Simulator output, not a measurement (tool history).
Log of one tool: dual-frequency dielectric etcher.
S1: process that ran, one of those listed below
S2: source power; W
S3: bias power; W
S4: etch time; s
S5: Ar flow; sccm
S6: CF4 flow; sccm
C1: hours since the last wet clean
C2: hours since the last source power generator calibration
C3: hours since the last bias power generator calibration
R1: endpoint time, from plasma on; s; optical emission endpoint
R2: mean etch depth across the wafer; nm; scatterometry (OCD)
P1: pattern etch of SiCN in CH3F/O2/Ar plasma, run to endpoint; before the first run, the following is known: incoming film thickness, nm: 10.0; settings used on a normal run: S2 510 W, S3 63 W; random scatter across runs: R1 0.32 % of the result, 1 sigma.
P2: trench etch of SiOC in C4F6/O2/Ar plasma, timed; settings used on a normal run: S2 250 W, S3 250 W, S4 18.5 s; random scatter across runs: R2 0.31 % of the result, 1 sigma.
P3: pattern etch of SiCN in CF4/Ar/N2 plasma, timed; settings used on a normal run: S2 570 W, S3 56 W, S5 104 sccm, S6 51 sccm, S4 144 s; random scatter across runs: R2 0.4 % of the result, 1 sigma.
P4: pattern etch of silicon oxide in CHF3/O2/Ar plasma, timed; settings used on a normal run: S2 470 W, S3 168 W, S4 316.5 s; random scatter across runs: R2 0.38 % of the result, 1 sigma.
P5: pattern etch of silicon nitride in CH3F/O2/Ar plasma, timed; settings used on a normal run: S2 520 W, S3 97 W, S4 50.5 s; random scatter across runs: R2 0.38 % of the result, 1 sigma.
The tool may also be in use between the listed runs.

Run 1, day 0.188: S1 P1, S2 510 W, S3 63 W; C1 145.3; C2 1437.5; C3 1814.6. Result: R1 26.261 s.
Run 2, day 0.275: S1 P4, S2 470 W, S3 168 W, S4 422 s; C1 147.4; C2 1439.6; C3 1816.7. Result: R2 728.5 nm.
Run 3, day 0.425: S1 P1, S2 510 W, S3 63 W; C1 151; C2 1443.2; C3 1820.3. Result: R1 26.197 s.
Run 4, day 0.529: S1 P3, S2 570 W, S3 56 W, S4 106.5 s, S5 104 sccm, S6 51 sccm; C1 153.5; C2 1445.7; C3 1822.8. Result: R2 94.776 nm.
Run 5, day 0.642: S1 P5, S2 520 W, S3 97 W, S4 72 s; C1 156.2; C2 1448.4; C3 1825.5. Result: R2 64.288 nm.
Run 6, day 0.846: S1 P5, S2 680 W, S3 97 W, S4 50.5 s; C1 161.1; C2 1453.3; C3 1830.4. Result: R2 49.648 nm.
Run 7, day 0.954: S1 P2, S2 250 W, S3 250 W, S4 18.5 s; C1 163.7; C2 1455.9; C3 1833. Result: R2 36.034 nm.
Run 8, day 1.075: S1 P1, S2 630 W, S3 84 W; C1 166.6; C2 1458.8; C3 1835.9. Result: R1 22.083 s.
Run 9, day 1.183: S1 P2, S2 250 W, S3 250 W, S4 13.5 s; C1 169.2; C2 1461.4; C3 1838.5. Result: R2 26.12 nm.
Run 10, day 1.392: S1 P3, S2 570 W, S3 56 W, S4 144 s, S5 104 sccm, S6 51 sccm; C1 174.2; C2 1466.4; C3 1843.5. Result: R2 127.51 nm.
Run 11, day 1.504: S1 P3, S2 570 W, S3 56 W, S4 144 s, S5 104 sccm, S6 41 sccm; C1 176.9; C2 1469.1; C3 1846.2. Result: R2 121.62 nm.
Run 12, day 1.592: S1 P1, S2 630 W, S3 77 W; C1 179; C2 1471.2; C3 1848.3. Result: R1 22.622 s.
Run 13, day 1.688: S1 P5, S2 520 W, S3 97 W, S4 50.5 s; C1 181.3; C2 1473.5; C3 1850.6. Result: R2 45.058 nm.
Run 14, day 1.879: S1 P3, S2 680 W, S3 56 W, S4 144 s, S5 104 sccm, S6 51 sccm; C1 185.9; C2 1478.1; C3 1855.2. Result: R2 149.14 nm.
Run 15, day 1.983: S1 P1, S2 510 W, S3 63 W; C1 188.4; C2 1480.6; C3 1857.7. Result: R1 26.06 s.
Run 16, day 2.112: S1 P4, S2 280 W, S3 168 W, S4 316.5 s; C1 191.5; C2 1483.7; C3 1860.8. Result: R2 447.04 nm.
Run 17, day 2.3: S1 P1, S2 510 W, S3 63 W; C1 196; C2 1488.2; C3 1865.3. Result: R1 26.255 s.
Run 18, day 2.392: S1 P4, S2 470 W, S3 220 W, S4 316.5 s; C1 198.2; C2 1490.4; C3 1867.5. Result: R2 598.46 nm.
Run 19, day 2.512: S1 P1, S2 350 W, S3 63 W; C1 201.1; C2 1493.3; C3 1870.4. Result: R1 30.151 s.
Run 20, day 2.671: S1 P1, S2 510 W, S3 39 W; C1 204.9; C2 1497.1; C3 1874.2. Result: R1 30.504 s.
Run 21, day 2.821: S1 P3, S2 570 W, S3 56 W, S4 144 s, S5 70 sccm, S6 51 sccm; C1 208.5; C2 1500.7; C3 1877.8. Result: R2 135.56 nm.
Run 22, day 2.938: S1 P2, S2 250 W, S3 250 W, S4 18.5 s; C1 211.3; C2 1503.5; C3 1880.6. Result: R2 35.88 nm.
Run 23, day 3.062: S1 P5, S2 520 W, S3 136 W, S4 50.5 s; C1 214.3; C2 1506.5; C3 1883.6. Result: R2 51.215 nm.
Run 24, day 3.158: S1 P4, S2 470 W, S3 168 W, S4 316.5 s; C1 216.6; C2 1508.8; C3 1885.9. Result: R2 542.68 nm.
Run 25, day 3.267: S1 P2, S2 250 W, S3 155 W, S4 18.5 s; C1 219.2; C2 1511.4; C3 1888.5. Result: R2 30.663 nm.
Run 26, day 3.379: S1 P1, S2 510 W, S3 89 W; C1 221.9; C2 1514.1; C3 1891.2. Result: R1 23.215 s.
Run 27, day 3.554: S1 P4, S2 470 W, S3 168 W, S4 316.5 s; C1 226.1; C2 1518.3; C3 1895.4. Result: R2 543.3 nm.
Run 28, day 3.738: S1 P3, S2 570 W, S3 56 W, S4 144 s, S5 104 sccm, S6 51 sccm; C1 230.5; C2 1522.7; C3 1899.8. Result: R2 127.92 nm.
Run 29, day 3.921: S1 P1, S2 620 W, S3 63 W; C1 234.9; C2 1527.1; C3 1904.2. Result: R1 24.309 s.
Run 30, day 4.071: S1 P3, S2 570 W, S3 41 W, S4 144 s, S5 104 sccm, S6 51 sccm; C1 238.5; C2 1530.7; C3 1907.8. Result: R2 115.17 nm.
Run 31, day 4.25: S1 P2, S2 320 W, S3 250 W, S4 18.5 s; C1 242.8; C2 1535; C3 1912.1. Result: R2 39.24 nm.
Run 32, day 4.404: S1 P1, S2 510 W, S3 63 W; C1 246.5; C2 1538.7; C3 1915.8. Result: R1 26.122 s.
Run 33, day 4.6: S1 P1, S2 510 W, S3 63 W; C1 251.2; C2 1543.4; C3 1920.5. Result: R1 26.056 s.
Run 34, day 4.75: S1 P1, S2 510 W, S3 63 W; C1 254.8; C2 1547; C3 1924.1. Result: R1 26.514 s.
Run 35, day 4.896: S1 P1, S2 510 W, S3 63 W; C1 258.3; C2 1550.5; C3 1927.6. Result: R1 26.647 s.
Run 36, day 5.071: S1 P1, S2 510 W, S3 63 W; C1 262.5; C2 1554.7; C3 1931.8. Result: R1 26.571 s.
At day 5.188: wet clean of the chamber.
Run 37, day 5.196: S1 P1, S2 510 W, S3 63 W; C1 0.2; C2 1557.7; C3 1934.8. Result: R1 26.593 s.

For run 38, what comes out?
Run 38, day 5.338: S1 P1, S2 510 W, S3 63 W; C1 3.6; C2 1561.1; C3 1938.2. Result: R1 ?.

R1: 26.69 s
